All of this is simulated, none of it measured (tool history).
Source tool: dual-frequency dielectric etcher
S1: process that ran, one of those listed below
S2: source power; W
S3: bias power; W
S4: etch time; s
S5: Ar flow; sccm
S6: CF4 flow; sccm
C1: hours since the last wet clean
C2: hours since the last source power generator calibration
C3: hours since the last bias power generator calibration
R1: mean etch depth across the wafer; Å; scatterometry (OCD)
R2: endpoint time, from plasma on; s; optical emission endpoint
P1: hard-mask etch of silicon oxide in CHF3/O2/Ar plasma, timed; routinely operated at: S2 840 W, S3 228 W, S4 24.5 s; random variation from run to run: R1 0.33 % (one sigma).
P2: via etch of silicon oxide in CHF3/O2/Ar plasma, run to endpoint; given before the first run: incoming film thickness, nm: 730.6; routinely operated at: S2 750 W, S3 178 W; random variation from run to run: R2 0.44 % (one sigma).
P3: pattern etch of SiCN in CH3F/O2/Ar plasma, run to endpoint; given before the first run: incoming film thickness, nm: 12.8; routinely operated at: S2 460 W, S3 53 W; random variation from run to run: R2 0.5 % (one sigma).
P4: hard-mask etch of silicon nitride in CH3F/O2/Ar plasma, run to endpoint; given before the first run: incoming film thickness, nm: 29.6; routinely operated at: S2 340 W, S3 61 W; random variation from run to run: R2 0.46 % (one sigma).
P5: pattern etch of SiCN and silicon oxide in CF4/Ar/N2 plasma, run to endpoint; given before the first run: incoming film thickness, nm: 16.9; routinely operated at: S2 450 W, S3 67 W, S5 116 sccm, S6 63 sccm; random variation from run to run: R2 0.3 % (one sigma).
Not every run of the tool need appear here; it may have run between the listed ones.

| run | hour | S1 | S2 | S3 | S4 | S5 | S6 | C1 | C2 | C3 | R1 | R2 |
|---|---|---|---|---|---|---|---|---|---|---|---|---|
| 1 | 10.8 | P1 | 840 | 228 | 24.5 |  |  | 258.5 | 1232.5 | 665.8 | 591.02 |  |
| 2 | 16.6 | P2 | 750 | 135 |  |  |  | 264.3 | 1238.3 | 671.6 |  | 376.94 |
| 3 | 25.1 | P1 | 840 | 228 | 24.5 |  |  | 272.8 | 1246.8 | 680.1 | 586.56 |  |
| 4 | 31.3 | P4 | 340 | 61 |  |  |  | 279 | 1253 | 686.3 |  | 47.384 |
| 5 | 42.5 | P1 | 540 | 228 | 29.5 |  |  | 290.2 | 1264.2 | 697.5 | 598.49 |  |
| 6 | 53.6 | P3 | 460 | 53 |  |  |  | 301.3 | 1275.3 | 708.6 |  | 36.694 |
| 7 | 62.5 | P1 | 840 | 143 | 24.5 |  |  | 310.2 | 1284.2 | 717.5 | 505.33 |  |
| 8 | 69.2 | P1 | 840 | 311 | 24.5 |  |  | 316.9 | 1290.9 | 724.2 | 653.07 |  |
| 9 | 80 | P1 | 840 | 143 | 15 |  |  | 327.7 | 1301.7 | 735 | 306.61 |  |
| 10 | 86.6 | P1 | 840 | 228 | 24.5 |  |  | 334.3 | 1308.3 | 741.6 | 587.48 |  |
| 11 | 95.2 | P4 | 430 | 61 |  |  |  | 342.9 | 1316.9 | 750.2 |  | 43.608 |
| 12 | 103.1 | P5 | 450 | 67 |  | 142 | 63 | 350.8 | 1324.8 | 758.1 |  | 21.403 |
| 13 | 114.7 | P3 | 580 | 53 |  |  |  | 362.4 | 1336.4 | 769.7 |  | 33.153 |
| 14 | 125.7 | P1 | 600 | 228 | 24.5 |  |  | 373.4 | 1347.4 | 780.7 | 519.96 |  |
| 15 | 135.1 | P5 | 450 | 67 |  | 116 | 63 | 382.8 | 1356.8 | 790.1 |  | 20.838 |
| 16 | 143.6 | P1 | 840 | 228 | 33 |  |  | 391.3 | 1365.3 | 798.6 | 790.57 |  |
| 17 | 156 | P1 | 1040 | 228 | 24.5 |  |  | 403.7 | 1377.7 | 811 | 641.32 |  |
| 18 | 167 | P5 | 450 | 45 |  | 116 | 63 | 414.7 | 1388.7 | 822 |  | 23.749 |
| 19 | 175.7 | P1 | 840 | 228 | 24.5 |  |  | 423.4 | 1397.4 | 830.7 | 586.85 |  |
| 20 | 184.4 | P1 | 840 | 177 | 32 |  |  | 432.1 | 1406.1 | 839.4 | 704.71 |  |
| 21 | 197.3 | P4 | 340 | 81 |  |  |  | 445 | 1419 | 852.3 |  | 43.107 |
| 22 | 206 | P5 | 450 | 67 |  | 116 | 63 | 453.7 | 1427.7 | 861 |  | 20.878 |
| 23 | 218 | P5 | 360 | 67 |  | 116 | 63 | 465.7 | 1439.7 | 873 |  | 25.295 |
| 24 | 230.1 | P1 | 840 | 228 | 24.5 |  |  | 477.8 | 1451.8 | 885.1 | 585.97 |  |
| 25 | 238.8 | P1 | 840 | 228 | 13.5 |  |  | 486.5 | 1460.5 | 893.8 | 324.39 |  |
| 26 | 249.5 | P5 | 450 | 67 |  | 116 | 81 | 497.2 | 1471.2 | 904.5 |  | 19.967 |
| 27 | 259.2 | P4 | 340 | 61 |  |  |  | 506.9 | 1480.9 | 914.2 |  | 47.442 |
|  | 264.7 | bias power generator calibrated |
| 28 | 269.7 | P2 | 440 | 178 |  |  |  | 517.4 | 1491.4 | 5.1 |  | 422.24 |
| 29 | 278.4 | P2 | 750 | 178 |  |  |  | 526.1 | 1500.1 | 13.8 |  | 343.5 |
| 30 | 288.7 | P3 | 460 | 37 |  |  |  | 536.4 | 1510.4 | 24.1 |  | 40.773 |
| 31 | 298.6 | P1 | 840 | 228 | 24.5 |  |  | 546.3 | 1520.3 | 34 | 587.76 |  |
| 32 | 309.2 | P1 | 840 | 228 | 24.5 |  |  | 556.9 | 1530.9 | 44.6 | 593.59 |  |
| 33 | 317.8 | P1 | 840 | 228 | 24.5 |  |  | 565.5 | 1539.5 | 53.2 | 598.1 |  |
|  | 324.4 | wet clean of the chamber |
| 34 | 325.2 | P1 | 840 | 228 | 24.5 |  |  | 0.8 | 1546.9 | 60.6 | 596.93 |  |
| 35 | 336.3 | P1 | 840 | 228 | 24.5 |  |  | 11.9 | 1558 | 71.7 | 598.97 |  |
| 36 | 342 | P1 | 840 | 228 | 24.5 |  |  | 17.6 | 1563.7 | 77.4 | 600.44 |  |
| 37 | 349.6 | P1 | 840 | 228 | 24.5 |  |  | 25.2 | 1571.3 | 85 | 597.24 |  |
| 38 | 355.8 | P1 | 840 | 228 | 24.5 |  |  | 31.4 | 1577.5 | 91.2 | 595.33 |  |
| 39 | 366.7 | P1 | 840 | 228 | 24.5 |  |  | 42.3 | 1588.4 | 102.1 | 600.39 |  |

What P1 gives has crept away from where it was. These 2 causes fit the log equally well, each at the size given:
A: bias power that arrives over what is set, % = 4.85
B: source power that arrives over what is set, % = 4.4
The drift started at roughly hour 298.6.
Excluded causes, each with its reason:
chamber walls in a state that raises the etch rate, %: serviced at hour 324.4, after the change had begun; the process did not return to its earlier output

Listed below are the offered check runs, one wafer per run, with question marks in place of results. For which of them would the causes give clearly different outcomes?
| check 1 | 377.6 | P4 | 340 | 61 |  |  |  |  |  |  |  | ? |
| check 2 | 377.6 | P2 | 750 | 178 |  |  |  |  |  |  |  | ? |
| check 3 | 377.6 | P5 | 450 | 67 |  | 116 | 63 |  |  |  |  | ? |
| check 4 | 377.6 | P3 | 460 | 53 |  |  |  |  |  |  |  | ? |

How each check would come out, cause by cause:
| check | result | if A | if B |
|---|---|---|---|
| check 1 | R2 | 46.814 | 46.788 |
| check 2 | R2 | 339.16 | 338.87 |
| check 3 | R2 | 20.447 | 20.014 |
| check 4 | R2 | 35.91 | 35.869 |
Gap, in per cent, between the two causes that each check separates least, read from the result that separates them most: check 1 0.05 %; check 2 0.09 %; check 3 2.14 %; check 4 0.11 %
The causes can be told apart only by check 3. The other checks would give nearly the same results under each of them.

After running check 3, the following was obtained: R2 20.487 s. Which cause does this point to?

It was cause A: bias power that arrives over what is set, %.

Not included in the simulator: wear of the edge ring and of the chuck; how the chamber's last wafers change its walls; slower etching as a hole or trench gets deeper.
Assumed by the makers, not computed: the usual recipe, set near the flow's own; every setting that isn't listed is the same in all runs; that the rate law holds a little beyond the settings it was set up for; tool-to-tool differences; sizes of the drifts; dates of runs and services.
